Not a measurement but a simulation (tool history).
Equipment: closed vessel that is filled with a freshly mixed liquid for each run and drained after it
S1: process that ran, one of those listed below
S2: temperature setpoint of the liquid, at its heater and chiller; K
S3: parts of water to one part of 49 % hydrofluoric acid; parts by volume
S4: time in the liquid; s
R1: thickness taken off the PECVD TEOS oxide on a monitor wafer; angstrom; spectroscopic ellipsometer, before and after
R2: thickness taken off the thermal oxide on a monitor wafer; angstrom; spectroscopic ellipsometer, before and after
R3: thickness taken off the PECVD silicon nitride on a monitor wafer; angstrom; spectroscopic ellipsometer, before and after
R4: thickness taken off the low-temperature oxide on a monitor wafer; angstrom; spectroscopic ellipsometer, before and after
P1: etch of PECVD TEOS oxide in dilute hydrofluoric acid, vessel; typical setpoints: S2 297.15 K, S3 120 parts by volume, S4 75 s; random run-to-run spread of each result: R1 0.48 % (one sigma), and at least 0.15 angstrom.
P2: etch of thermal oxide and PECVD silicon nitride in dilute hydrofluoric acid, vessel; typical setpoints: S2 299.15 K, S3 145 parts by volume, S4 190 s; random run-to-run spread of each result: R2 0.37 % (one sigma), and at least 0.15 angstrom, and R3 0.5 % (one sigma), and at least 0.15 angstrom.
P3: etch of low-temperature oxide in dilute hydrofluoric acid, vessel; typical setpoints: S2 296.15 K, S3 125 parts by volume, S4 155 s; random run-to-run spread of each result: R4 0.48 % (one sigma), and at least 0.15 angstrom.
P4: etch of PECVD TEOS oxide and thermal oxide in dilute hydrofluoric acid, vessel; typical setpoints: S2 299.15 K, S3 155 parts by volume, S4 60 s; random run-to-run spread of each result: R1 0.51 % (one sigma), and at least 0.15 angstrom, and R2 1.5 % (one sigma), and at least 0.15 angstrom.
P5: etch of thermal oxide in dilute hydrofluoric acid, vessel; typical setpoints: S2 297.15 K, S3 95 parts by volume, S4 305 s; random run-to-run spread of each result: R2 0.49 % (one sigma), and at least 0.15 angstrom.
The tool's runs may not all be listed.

run	hour	S1	S2	S3	S4	R1	R2	R3	R4
1	7.4	P1	297.15	120	75	145.520			
2	18.6	P1	297.15	120	75	145.880			
3	30.1	P5	297.15	30	305		541.4000		
4	41.5	P2	299.15	145	190		66.1520	69.379	
5	49.3	P1	297.15	120	30	57.978			
6	61.8	P3	296.15	60	155				398.820
7	67.9	P1	297.15	35	75	560.090			
8	77.3	P1	297.15	220	75	71.346			
9	88.7	P3	296.15	125	155				176.950
10	98.2	P3	296.15	125	55				62.501
11	105.3	P1	297.15	120	75	145.100			
12	114.1	P5	297.15	95	30		15.3320		
13	126.1	P2	294.15	145	190		54.2080	50.130	
14	138.3	P1	304.65	120	75	193.510			
15	148.1	P3	303.15	125	155				232.110
16	158.8	P4	299.15	155	60	104.380	19.6760		
17	169.5	P1	293.65	35	75	480.490			
18	181.6	P4	299.15	155	30	52.914	9.6083		
19	193.9	P1	297.15	120	75	146.260			
20	200.2	P1	297.15	120	75	146.810			
21	206.5	P1	291.15	120	75	115.360			
22	218.7	P1	292.65	120	145	236.190			
23	231.0	P1	297.15	75	115	380.440			
24	237.3	P5	292.15	95	305		128.9900		
25	244.2	P4	304.15	155	60	125.650	22.8130		
26	253.1	P2	299.15	145	325		113.3300	118.740	
27	262.1	P2	299.15	235	190		36.5460	42.701	
28	274.6	P1	297.15	120	140	270.480			
29	281.6	P5	297.15	95	305		157.7000		
30	288.3	P1	297.15	120	75	147.230			
31	296.9	P4	299.15	55	60	338.020	58.4060		
32	302.6	P3	296.15	125	155				176.000
33	311.8	P1	297.15	120	75	146.000			
34	322.3	P2	299.15	145	190		65.7160	69.137	
35	334.0	P1	297.15	120	75	146.330			
36	343.2	P1	297.15	120	75	141.640			

The next listed run, before its measurement:
37	350.5	P1	297.15	120	75	?			

For run 37 the tool returned R1 138.880 angstrom.
